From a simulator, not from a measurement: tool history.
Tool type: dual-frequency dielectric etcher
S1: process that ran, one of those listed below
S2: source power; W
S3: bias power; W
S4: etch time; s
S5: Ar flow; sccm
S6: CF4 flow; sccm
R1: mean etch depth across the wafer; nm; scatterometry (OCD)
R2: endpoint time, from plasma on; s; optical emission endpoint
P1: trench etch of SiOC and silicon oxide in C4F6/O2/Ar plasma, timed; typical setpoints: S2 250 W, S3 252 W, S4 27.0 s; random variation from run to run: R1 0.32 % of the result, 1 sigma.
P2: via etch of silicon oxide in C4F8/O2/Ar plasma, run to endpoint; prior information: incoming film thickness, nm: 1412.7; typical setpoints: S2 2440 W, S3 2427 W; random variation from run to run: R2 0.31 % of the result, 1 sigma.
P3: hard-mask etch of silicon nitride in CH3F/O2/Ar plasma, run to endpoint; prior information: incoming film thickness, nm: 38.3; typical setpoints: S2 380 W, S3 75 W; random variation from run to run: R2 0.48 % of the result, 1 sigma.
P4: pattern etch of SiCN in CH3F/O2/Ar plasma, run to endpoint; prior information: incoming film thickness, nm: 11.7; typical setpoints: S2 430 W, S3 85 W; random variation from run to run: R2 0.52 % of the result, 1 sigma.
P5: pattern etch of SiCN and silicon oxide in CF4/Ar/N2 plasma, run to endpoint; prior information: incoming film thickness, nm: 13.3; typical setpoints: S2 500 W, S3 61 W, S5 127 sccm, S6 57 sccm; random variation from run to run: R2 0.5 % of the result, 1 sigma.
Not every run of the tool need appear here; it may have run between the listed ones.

{"run": 1, "hour": 7.3, "S1": "P1", "S2": 250, "S3": 252, "S4": 27.0, "R1": 51.86}
{"run": 2, "hour": 17.4, "S1": "P1", "S2": 250, "S3": 252, "S4": 27.0, "R1": 51.819}
{"run": 3, "hour": 23.1, "S1": "P1", "S2": 250, "S3": 182, "S4": 27.0, "R1": 45.939}
{"run": 4, "hour": 30.4, "S1": "P1", "S2": 200, "S3": 252, "S4": 39.0, "R1": 68.831}
{"run": 5, "hour": 39.9, "S1": "P1", "S2": 330, "S3": 252, "S4": 27.0, "R1": 56.867}
{"run": 6, "hour": 48.2, "S1": "P5", "S2": 500, "S3": 61, "S5": 92, "S6": 57, "R2": 15.043}
{"run": 7, "hour": 56.6, "S1": "P5", "S2": 500, "S3": 61, "S5": 127, "S6": 57, "R2": 15.692}
{"run": 8, "hour": 64.5, "S1": "P5", "S2": 500, "S3": 61, "S5": 127, "S6": 73, "R2": 15.045}
{"run": 9, "hour": 74.3, "S1": "P1", "S2": 250, "S3": 320, "S4": 27.0, "R1": 56.306}
{"run": 10, "hour": 80.8, "S1": "P1", "S2": 250, "S3": 252, "S4": 27.0, "R1": 51.49}
{"run": 11, "hour": 86.6, "S1": "P3", "S2": 380, "S3": 75, "R2": 54.871}
{"run": 12, "hour": 94.2, "S1": "P5", "S2": 310, "S3": 61, "S5": 127, "S6": 57, "R2": 24.041}
{"run": 13, "hour": 102.3, "S1": "P1", "S2": 170, "S3": 252, "S4": 27.0, "R1": 44.87}
{"run": 14, "hour": 111.7, "S1": "P2", "S2": 1960, "S3": 2427, "R2": 257.1}
{"run": 15, "hour": 119.2, "S1": "P1", "S2": 250, "S3": 252, "S4": 15.0, "R1": 28.728}
{"run": 16, "hour": 125.6, "S1": "P3", "S2": 380, "S3": 56, "R2": 60.32}
{"run": 17, "hour": 134.2, "S1": "P5", "S2": 500, "S3": 61, "S5": 127, "S6": 57, "R2": 15.644}
{"run": 18, "hour": 142.6, "S1": "P1", "S2": 290, "S3": 207, "S4": 27.0, "R1": 51.198}
{"run": 19, "hour": 152.9, "S1": "P2", "S2": 2440, "S3": 2427, "R2": 235.71}
{"run": 20, "hour": 159.7, "S1": "P1", "S2": 250, "S3": 252, "S4": 27.0, "R1": 51.498}
{"run": 21, "hour": 165.3, "S1": "P4", "S2": 290, "S3": 85, "R2": 33.833}
{"run": 22, "hour": 174.9, "S1": "P2", "S2": 2440, "S3": 1772, "R2": 257.65}
{"run": 23, "hour": 183.5, "S1": "P2", "S2": 2440, "S3": 2427, "R2": 236.96}
{"hour": 191.7, "done": "wet clean of the chamber"}
{"run": 24, "hour": 191.7, "S1": "P1", "S2": 250, "S3": 252, "S4": 37.5, "R1": 71.765}
{"run": 25, "hour": 199.7, "S1": "P4", "S2": 430, "S3": 85, "R2": 29.245}
{"run": 26, "hour": 205.1, "S1": "P3", "S2": 270, "S3": 75, "R2": 62.405}
{"run": 27, "hour": 214.5, "S1": "P4", "S2": 430, "S3": 56, "R2": 34.089}
{"run": 28, "hour": 223.2, "S1": "P5", "S2": 500, "S3": 73, "S5": 127, "S6": 57, "R2": 14.702}
{"run": 29, "hour": 231.7, "S1": "P1", "S2": 250, "S3": 252, "S4": 27.0, "R1": 51.887}
{"run": 30, "hour": 236.6, "S1": "P1", "S2": 250, "S3": 252, "S4": 27.0, "R1": 51.709}
{"run": 31, "hour": 243.3, "S1": "P1", "S2": 250, "S3": 252, "S4": 27.0, "R1": 52.113}
{"run": 32, "hour": 251.1, "S1": "P1", "S2": 250, "S3": 252, "S4": 27.0, "R1": 52.157}
{"run": 33, "hour": 260.6, "S1": "P1", "S2": 250, "S3": 252, "S4": 27.0, "R1": 52.589}
{"hour": 267.6, "done": "wet clean of the chamber"}
{"run": 34, "hour": 270.4, "S1": "P1", "S2": 250, "S3": 252, "S4": 27.0, "R1": 52.407}
{"run": 35, "hour": 279.0, "S1": "P1", "S2": 250, "S3": 252, "S4": 27.0, "R1": 52.652}
{"run": 36, "hour": 285.2, "S1": "P1", "S2": 250, "S3": 252, "S4": 27.0, "R1": 52.513}
{"run": 37, "hour": 295.9, "S1": "P1", "S2": 250, "S3": 252, "S4": 27.0, "R1": 52.317}
{"run": 38, "hour": 301.0, "S1": "P1", "S2": 250, "S3": 252, "S4": 27.0, "R1": 52.595}
{"run": 39, "hour": 308.0, "S1": "P1", "S2": 250, "S3": 252, "S4": 27.0, "R1": 52.364}

Compared with where it was, what P1 gives has crept away. Each cause listed below fits the log as well as the rest, at the size given for it:
A: bias power that arrives over what is set, % = 4.65
B: source power that arrives over what is set, % = 4.3
Creep in the process output first set in at about hour 231.7.
Why every other cause is out:
chamber walls in a state that raises the etch rate, %: serviced at hour 267.6, which brought nothing back

Consider the 4 check runs below, whose results appear as question marks and each of which averages 3 wafers. Which one distinguishes the causes, in that each cause would give it a clearly different result?
{"run": "check 1", "hour": 315.0, "S1": "P3", "S2": 380, "S3": 75, "R2": "?"}
{"run": "check 2", "hour": 315.0, "S1": "P4", "S2": 430, "S3": 85, "R2": "?"}
{"run": "check 3", "hour": 315.0, "S1": "P2", "S2": 2440, "S3": 2427, "R2": "?"}
{"run": "check 4", "hour": 315.0, "S1": "P5", "S2": 500, "S3": 61, "S5": 127, "S6": 57, "R2": "?"}

Expected result of each check under each candidate cause:
check=check_1 result=R2 if_A=54.218 if_B=54.215
check=check_2 result=R2 if_A=28.802 if_B=28.828
check=check_3 result=R2 if_A=232.860 if_B=232.090
check=check_4 result=R2 if_A=15.471 if_B=15.148
Per-check spread between the two closest causes, in the result where they differ most: check 1 0.01 %; check 2 0.09 %; check 3 0.33 %; check 4 2.11 %
The other checks would show nearly matching results whichever cause is true, so check 4 is the only one that separates the causes.

Here is what check 4 returned: R2 15.448 s. Which cause is it?

It is A: bias power that arrives over what is set, %.
